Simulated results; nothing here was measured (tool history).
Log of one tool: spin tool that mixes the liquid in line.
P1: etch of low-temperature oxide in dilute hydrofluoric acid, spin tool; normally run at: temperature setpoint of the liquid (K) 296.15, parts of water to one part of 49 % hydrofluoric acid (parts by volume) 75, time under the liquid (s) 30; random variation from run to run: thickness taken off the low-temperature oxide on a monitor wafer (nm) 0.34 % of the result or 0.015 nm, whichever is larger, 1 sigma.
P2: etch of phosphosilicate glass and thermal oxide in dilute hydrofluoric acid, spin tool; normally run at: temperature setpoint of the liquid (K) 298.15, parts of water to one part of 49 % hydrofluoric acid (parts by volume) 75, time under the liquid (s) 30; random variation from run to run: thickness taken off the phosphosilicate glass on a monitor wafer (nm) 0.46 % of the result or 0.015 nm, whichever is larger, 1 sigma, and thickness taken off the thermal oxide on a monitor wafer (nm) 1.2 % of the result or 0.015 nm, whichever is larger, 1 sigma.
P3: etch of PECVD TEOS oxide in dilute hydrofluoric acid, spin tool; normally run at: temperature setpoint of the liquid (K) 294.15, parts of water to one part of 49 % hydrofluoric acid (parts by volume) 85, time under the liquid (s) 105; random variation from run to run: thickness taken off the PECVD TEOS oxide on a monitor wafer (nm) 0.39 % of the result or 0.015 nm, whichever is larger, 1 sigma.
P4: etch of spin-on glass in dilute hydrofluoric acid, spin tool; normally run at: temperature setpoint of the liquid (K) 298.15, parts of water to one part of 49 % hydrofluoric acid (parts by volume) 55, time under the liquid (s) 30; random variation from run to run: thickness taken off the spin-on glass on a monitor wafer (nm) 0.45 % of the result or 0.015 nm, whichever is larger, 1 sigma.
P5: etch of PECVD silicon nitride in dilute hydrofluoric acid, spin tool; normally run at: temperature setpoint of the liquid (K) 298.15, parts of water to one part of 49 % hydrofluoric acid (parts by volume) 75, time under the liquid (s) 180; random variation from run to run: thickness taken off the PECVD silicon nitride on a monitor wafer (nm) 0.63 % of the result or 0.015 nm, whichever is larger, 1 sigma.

run	day	process that ran	temperature setpoint of the liquid (K)	parts of water to one part of 49 % hydrofluoric acid (parts by volume)	time under the liquid (s)	hours since the thermometer was replaced	hours since the hydrofluoric acid flow meter was replaced	thickness taken off the low-temperature oxide on a monitor wafer (nm)	thickness taken off the spin-on glass on a monitor wafer (nm)	thickness taken off the phosphosilicate glass on a monitor wafer (nm)	thickness taken off the thermal oxide on a monitor wafer (nm)	thickness taken off the PECVD TEOS oxide on a monitor wafer (nm)	thickness taken off the PECVD silicon nitride on a monitor wafer (nm)
1	0.133	P1	296.15	75	30	1083.8	1290.1	6.6282					
2	0.304	P4	298.15	95	30	1087.9	1294.2		13.889				
3	0.438	P2	298.15	40	30	1091.1	1297.4			89.752	3.8551		
4	0.550	P3	294.15	30	105	1093.8	1300.1					85.8400	
5	0.688	P4	298.15	55	30	1097.1	1303.4		24.983				
6	0.900	P1	296.15	75	30	1102.2	1308.5	6.6331					
7	1.071	P3	294.15	85	105	1106.3	1312.6					28.1780	
8	1.179	P1	296.15	75	30	1108.9	1315.2	6.5971					
9	1.408	P1	296.15	110	30	1114.4	1320.7	4.3700					
10	1.604	P1	290.15	75	30	1119.1	1325.4	5.1765					
11	1.742	P1	296.15	75	65	1122.4	1328.7	14.4640					
12	1.888	P1	296.15	75	15	1125.9	1332.2	3.3594					
13	2.092	P4	292.15	55	30	1130.8	1337.1		19.569				
14	2.254	P3	294.15	85	105	1134.7	1341.0					28.1690	
15	2.404	P4	298.15	55	50	1138.3	1344.6		41.422				
16	2.579	P2	298.15	75	15	1142.5	1348.8			22.727	1.0068		
17	2.717	P5	298.15	75	180	1145.8	1352.1						4.4256
18	2.896	P1	296.15	75	30	1150.1	1356.4	6.6564					
19	3.042	P5	298.15	75	90	1153.6	1359.9						2.1740
20	3.192	P5	298.15	40	180	1157.2	1363.5						8.0368
21	3.329	P1	296.15	30	30	1160.5	1366.8	17.5350					
22	3.488	P4	298.15	55	30	1164.3	1370.6		24.904				
23	3.688	P1	296.15	75	30	1169.1	1375.4	6.6823					
24	3.858	P1	296.15	75	30	1173.2	1379.5	6.6388					
25	4.021	P5	298.15	75	180	1177.1	1383.4						4.3348
26	4.171	P3	302.15	85	105	1180.7	1387.0					38.9610	
# day 4.204: thermometer replaced
27	4.417	P5	305.15	75	180	5.2	1392.9						6.8790
28	4.558	P2	303.65	75	30	8.6	1396.3			56.722	2.4949		
29	4.783	P3	294.15	85	15	14.0	1401.7					4.0266	
30	5.012	P2	298.15	75	30	19.5	1407.2			45.780	1.9930		
31	5.217	P2	298.15	75	30	24.4	1412.1			45.719	2.0457		
32	5.325	P1	299.65	75	15	27.0	1414.7	3.8279					
33	5.467	P1	302.15	75	30	30.4	1418.1	8.5032					
34	5.662	P1	296.15	75	30	35.1	1422.8	6.6373					
35	5.771	P1	296.15	75	30	37.7	1425.4	6.6661					
36	5.896	P1	296.15	75	30	40.7	1428.4	6.7968					
37	6.079	P1	296.15	75	30	45.1	1432.8	7.0301					
38	6.321	P1	296.15	75	30	50.9	1438.6	7.1362					
39	6.562	P1	296.15	75	30	56.7	1444.4	7.1870					
40	6.742	P1	296.15	75	30	61.0	1448.7	7.2519					
41	6.929	P1	296.15	75	30	65.5	1453.2	7.1884					
42	7.046	P1	296.15	75	30	68.3	1456.0	7.2644					
43	7.279	P1	296.15	75	30	73.9	1461.6	7.2604					
44	7.412	P1	296.15	75	30	77.1	1464.8	7.2966					

What P1 gives has crept away from where it was. These 2 causes fit the log equally well, each at the size given:
A: hydrofluoric acid flow above the setpoint (%) = 8.7
B: liquid hotter than its thermometer reads (K) = 2.26
The creep began at about day 5.771.

4 check runs are offered, one wafer each, their results left as question marks. Which one tells the causes apart?
check 1	7.546	P3	294.15	85	105							?	
check 2	7.546	P2	298.15	75	30					?	?		
check 3	7.546	P4	298.15	55	30				?				
check 4	7.546	P5	298.15	75	180								?

What each check would give under each cause:
check	result	if A	if B
check 1	thickness taken off the PECVD TEOS oxide on a monitor wafer (nm)	30.9550	30.9750
check 2	thickness taken off the phosphosilicate glass on a monitor wafer (nm)	50.161	50.076
check 2	thickness taken off the thermal oxide on a monitor wafer (nm)	2.1933	2.1896
check 3	thickness taken off the spin-on glass on a monitor wafer (nm)	27.322	27.369
check 4	thickness taken off the PECVD silicon nitride on a monitor wafer (nm)	4.7437	5.0668
How far apart the two closest causes lie, in the result that separates them most: check 1 0.06 %; check 2 0.17 %; check 3 0.17 %; check 4 6.59 %
Only check 4 tells the causes apart: in the others they would give nearly the same result.

Check 4 was then run and gave: thickness taken off the PECVD silicon nitride on a monitor wafer (nm) 5.0817. Which cause is it?

It is B: liquid hotter than its thermometer reads (K).
